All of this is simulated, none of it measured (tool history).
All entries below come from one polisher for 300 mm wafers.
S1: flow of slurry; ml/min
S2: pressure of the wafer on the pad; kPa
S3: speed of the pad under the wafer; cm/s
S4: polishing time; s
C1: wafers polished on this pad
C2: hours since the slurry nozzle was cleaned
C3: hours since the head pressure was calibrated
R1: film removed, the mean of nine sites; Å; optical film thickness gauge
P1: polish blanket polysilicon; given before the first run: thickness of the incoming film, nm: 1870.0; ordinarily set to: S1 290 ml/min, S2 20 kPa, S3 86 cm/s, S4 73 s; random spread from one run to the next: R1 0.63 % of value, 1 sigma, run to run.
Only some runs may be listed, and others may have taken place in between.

Run 1, hour 2.9: S1 290 ml/min, S2 20 kPa, S3 86 cm/s, S4 73 s; C1 750; C2 206.6; C3 430.2. Result: R1 6494.8 Å.
Run 2, hour 7.6: S1 175 ml/min, S2 20 kPa, S3 86 cm/s, S4 111 s; C1 787; C2 211.3; C3 434.9. Result: R1 9248.1 Å.
Run 3, hour 12: S1 290 ml/min, S2 20 kPa, S3 86 cm/s, S4 73 s; C1 822; C2 215.7; C3 439.3. Result: R1 6405.9 Å.
Run 4, hour 15.1: S1 290 ml/min, S2 26.9 kPa, S3 40 cm/s, S4 73 s; C1 846; C2 218.8; C3 442.4. Result: R1 4056.5 Å.
Run 5, hour 18: S1 290 ml/min, S2 20 kPa, S3 86 cm/s, S4 73 s; C1 869; C2 221.7; C3 445.3. Result: R1 6459.6 Å.
Run 6, hour 23: S1 210 ml/min, S2 15.2 kPa, S3 86 cm/s, S4 73 s; C1 909; C2 226.7; C3 450.3. Result: R1 4755.6 Å.
Run 7, hour 27.4: S1 290 ml/min, S2 20 kPa, S3 86 cm/s, S4 73 s; C1 944; C2 231.1; C3 454.7. Result: R1 6444.5 Å.
Run 8, hour 32: S1 290 ml/min, S2 20 kPa, S3 86 cm/s, S4 33 s; C1 980; C2 235.7; C3 459.3. Result: R1 2914 Å.
Run 9, hour 35.6: S1 290 ml/min, S2 20 kPa, S3 126 cm/s, S4 73 s; C1 1008; C2 239.3; C3 462.9. Result: R1 9448.7 Å.
Run 10, hour 38.1: S1 290 ml/min, S2 24.8 kPa, S3 86 cm/s, S4 73 s; C1 1028; C2 241.8; C3 465.4. Result: R1 7934 Å.
Run 11, hour 42.6: S1 290 ml/min, S2 20 kPa, S3 86 cm/s, S4 73 s; C1 1064; C2 246.3; C3 469.9. Result: R1 6388.8 Å.
Run 12, hour 45.2: S1 290 ml/min, S2 20 kPa, S3 86 cm/s, S4 73 s; C1 1084; C2 248.9; C3 472.5. Result: R1 6497.1 Å.
Run 13, hour 47.6: S1 450 ml/min, S2 20 kPa, S3 86 cm/s, S4 73 s; C1 1103; C2 251.3; C3 474.9. Result: R1 6687.9 Å.
Run 14, hour 49.8: S1 290 ml/min, S2 20 kPa, S3 38 cm/s, S4 73 s; C1 1121; C2 253.5; C3 477.1. Result: R1 2829.7 Å.
Run 15, hour 52.6: S1 175 ml/min, S2 20 kPa, S3 86 cm/s, S4 73 s; C1 1143; C2 256.3; C3 479.9. Result: R1 6105.2 Å.
At hour 53.9: worn pad replaced by a new one.
Run 16, hour 55.2: S1 290 ml/min, S2 20 kPa, S3 86 cm/s, S4 113 s; C1 10; C2 258.9; C3 482.5. Result: R1 10038 Å.
Run 17, hour 58.2: S1 290 ml/min, S2 20 kPa, S3 86 cm/s, S4 73 s; C1 34; C2 261.9; C3 485.5. Result: R1 6472.7 Å.
Run 18, hour 63.1: S1 290 ml/min, S2 9.7 kPa, S3 86 cm/s, S4 73 s; C1 72; C2 266.8; C3 490.4. Result: R1 3102.2 Å.
Run 19, hour 66.8: S1 290 ml/min, S2 20 kPa, S3 86 cm/s, S4 73 s; C1 102; C2 270.5; C3 494.1. Result: R1 6526 Å.
Run 20, hour 70.3: S1 290 ml/min, S2 20 kPa, S3 86 cm/s, S4 73 s; C1 129; C2 274; C3 497.6. Result: R1 6318.8 Å.
Run 21, hour 75.1: S1 290 ml/min, S2 20 kPa, S3 86 cm/s, S4 73 s; C1 167; C2 278.8; C3 502.4. Result: R1 6216.6 Å.
Run 22, hour 79.7: S1 290 ml/min, S2 20 kPa, S3 86 cm/s, S4 73 s; C1 204; C2 283.4; C3 507. Result: R1 6238.8 Å.
At hour 80.8: worn pad replaced by a new one.
Run 23, hour 84: S1 290 ml/min, S2 20 kPa, S3 86 cm/s, S4 73 s; C1 25; C2 287.7; C3 511.3. Result: R1 6231.6 Å.
Run 24, hour 86.9: S1 290 ml/min, S2 20 kPa, S3 86 cm/s, S4 73 s; C1 48; C2 290.6; C3 514.2. Result: R1 6275.3 Å.

Run 25 has not been measured yet. What should we expect?
Run 25, hour 91.6: S1 290 ml/min, S2 20 kPa, S3 86 cm/s, S4 73 s; C1 85; C2 295.3; C3 518.9. Result: R1 ?.

Run 25 came out at R1 6231 Å.

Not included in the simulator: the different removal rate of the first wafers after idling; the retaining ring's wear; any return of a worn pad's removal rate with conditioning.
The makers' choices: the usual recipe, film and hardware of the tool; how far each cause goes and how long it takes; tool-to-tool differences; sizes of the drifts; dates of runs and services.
